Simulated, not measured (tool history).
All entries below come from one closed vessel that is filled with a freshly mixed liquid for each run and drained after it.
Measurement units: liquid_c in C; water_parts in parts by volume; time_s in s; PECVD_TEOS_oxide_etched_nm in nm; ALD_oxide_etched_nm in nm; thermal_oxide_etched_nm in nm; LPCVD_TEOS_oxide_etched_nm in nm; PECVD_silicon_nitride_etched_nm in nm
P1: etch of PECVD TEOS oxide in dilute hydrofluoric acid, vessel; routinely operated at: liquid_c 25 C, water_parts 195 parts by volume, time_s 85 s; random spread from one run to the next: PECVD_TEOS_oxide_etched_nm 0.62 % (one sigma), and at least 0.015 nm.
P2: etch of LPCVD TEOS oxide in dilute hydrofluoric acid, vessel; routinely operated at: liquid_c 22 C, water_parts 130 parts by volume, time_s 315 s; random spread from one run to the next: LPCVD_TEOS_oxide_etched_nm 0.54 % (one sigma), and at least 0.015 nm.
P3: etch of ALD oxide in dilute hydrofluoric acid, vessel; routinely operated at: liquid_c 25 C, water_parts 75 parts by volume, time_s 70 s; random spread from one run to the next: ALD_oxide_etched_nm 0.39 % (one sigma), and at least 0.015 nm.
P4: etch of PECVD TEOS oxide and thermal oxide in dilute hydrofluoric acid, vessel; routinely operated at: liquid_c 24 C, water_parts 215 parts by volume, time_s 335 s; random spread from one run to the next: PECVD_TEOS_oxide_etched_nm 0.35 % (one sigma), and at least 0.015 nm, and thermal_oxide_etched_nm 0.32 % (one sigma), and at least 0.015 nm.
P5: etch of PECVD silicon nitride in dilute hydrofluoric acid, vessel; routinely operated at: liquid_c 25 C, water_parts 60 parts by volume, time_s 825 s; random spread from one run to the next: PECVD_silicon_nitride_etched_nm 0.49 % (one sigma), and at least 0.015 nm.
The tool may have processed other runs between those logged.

run	hour	process	liquid_c	water_parts	time_s	hours since the thermometer was replaced	hours since the hydrofluoric acid flow meter was replaced	PECVD_TEOS_oxide_etched_nm	ALD_oxide_etched_nm	thermal_oxide_etched_nm	LPCVD_TEOS_oxide_etched_nm	PECVD_silicon_nitride_etched_nm
1	13.4	P1	25	195	85	593.5	531.3	4.4147				
2	20.8	P3	25	75	70	600.9	538.7		9.7031			
3	31.2	P1	25	195	85	611.3	549.1	4.4567				
4	46.8	P4	24	215	335	626.9	564.7	15.549		6.3723		
5	54.2	P2	22	130	315	634.3	572.1				44.15	
6	65.1	P5	25	60	825	645.2	583					34.042
7	74.3	P4	24	215	335	654.4	592.2	15.565		6.3717		
8	91	P1	25	90	85	671.1	608.9	11.026				
9	102.8	P4	28.5	215	335	682.9	620.7	18.213		7.463		
# hour 105.5: hydrofluoric acid flow meter replaced
10	110.3	P4	24	215	30	690.4	4.8	1.3867		0.57322		
11	123.3	P4	24	35	335	703.4	17.8	118.89		48.43		
12	139.2	P5	25	60	825	719.3	33.7					33.899
13	152.8	P5	25	60	140	732.9	47.3					5.7622
14	169.4	P5	25	25	825	749.5	63.9					79.755
15	183.5	P3	25	75	125	763.6	78		17.394			
16	192.7	P1	25	195	85	772.8	87.2	4.47				
17	208.7	P1	32	195	85	788.8	103.2	5.6923				
18	221.6	P1	25	195	30	801.7	116.1	1.5334				
19	229.9	P1	20.5	195	85	810	124.4	3.7446				
20	243.7	P5	31	60	825	823.8	138.2					50.006
21	258.9	P1	25	340	30	839	153.4	0.75446				
22	273	P1	25	195	85	853.1	167.5	4.4542				
23	288	P1	25	195	85	868.1	182.5	4.437				
24	300.3	P1	25	195	85	880.4	194.8	4.4642				
25	311.1	P3	33	75	70	891.2	205.6		13.327			
26	319.2	P3	25	135	70	899.3	213.7		5.0316			
27	327.5	P2	26.5	130	315	907.6	222				51.825	
28	335.6	P2	22	205	315	915.7	230.1				25.654	
29	343.9	P1	25	345	85	924	238.4	2.1191				
30	351.9	P1	25	195	140	932	246.4	7.301				
31	361.5	P2	22	130	30	941.6	256				4.1861	
32	372.7	P1	25	285	145	952.8	267.2	4.6801				
33	385.8	P1	25	195	85	965.9	280.3	4.4018				
34	397.5	P1	25	195	85	977.6	292	4.4337				
35	411.3	P1	25	195	85	991.4	305.8	4.5959				
36	420.7	P1	25	195	85	1000.8	315.2	4.6377				
37	430.6	P1	25	195	85	1010.7	325.1	4.719				
38	440.8	P1	25	195	85	1020.9	335.3	4.7043				
39	452.3	P1	25	195	85	1032.4	346.8	4.708				
40	463.7	P1	25	195	85	1043.8	358.2	4.8114				
41	478.7	P1	25	195	85	1058.8	373.2	4.7682				
42	490	P1	25	195	85	1070.1	384.5	4.815				
43	503.4	P1	25	195	85	1083.5	397.9	4.7609				
44	516	P1	25	195	85	1096.1	410.5	4.7874				
45	530.1	P1	25	195	85	1110.2	424.6	4.8079				

P1 no longer gives what it gave before; its output has crept away from where it was. The following 2 causes, each at its listed size, fit the log equally well:
A: liquid hotter than its thermometer reads (K) = 2.2
B: hydrofluoric acid flow above the setpoint (%) = 6.79
The onset of the drift is placed at about hour 397.5.

Which of the 4 check runs listed below separates the causes, so that each cause would produce a clearly different result? Each run uses one wafer, and its results are marked with question marks.
check 1	544.2	P4	28	215	85			?		?		
check 2	544.2	P5	25	40	825							?
check 3	544.2	P2	22	195	50						?	
check 4	544.2	P3	33	130	70				?			

If the cause were each of the candidates in turn, the checks would give the following:
check	result	if A	if B
check 1	PECVD_TEOS_oxide_etched_nm	4.9095	4.9373
check 1	thermal_oxide_etched_nm	2.0148	2.0262
check 2	PECVD_silicon_nitride_etched_nm	58.256	53.622
check 3	LPCVD_TEOS_oxide_etched_nm	4.6926	4.6749
check 4	ALD_oxide_etched_nm	7.6222	7.6266
Smallest distance between any two causes, each pair judged by its most separating result, in per cent: check 1 0.56 %; check 2 8.29 %; check 3 0.38 %; check 4 0.06 %
The causes can be told apart only by check 2. The other checks would give nearly the same results under each of them.

Then check 2 was run and gave: PECVD_silicon_nitride_etched_nm 53.117 nm. Which cause is it?

It was cause B: hydrofluoric acid flow above the setpoint (%).

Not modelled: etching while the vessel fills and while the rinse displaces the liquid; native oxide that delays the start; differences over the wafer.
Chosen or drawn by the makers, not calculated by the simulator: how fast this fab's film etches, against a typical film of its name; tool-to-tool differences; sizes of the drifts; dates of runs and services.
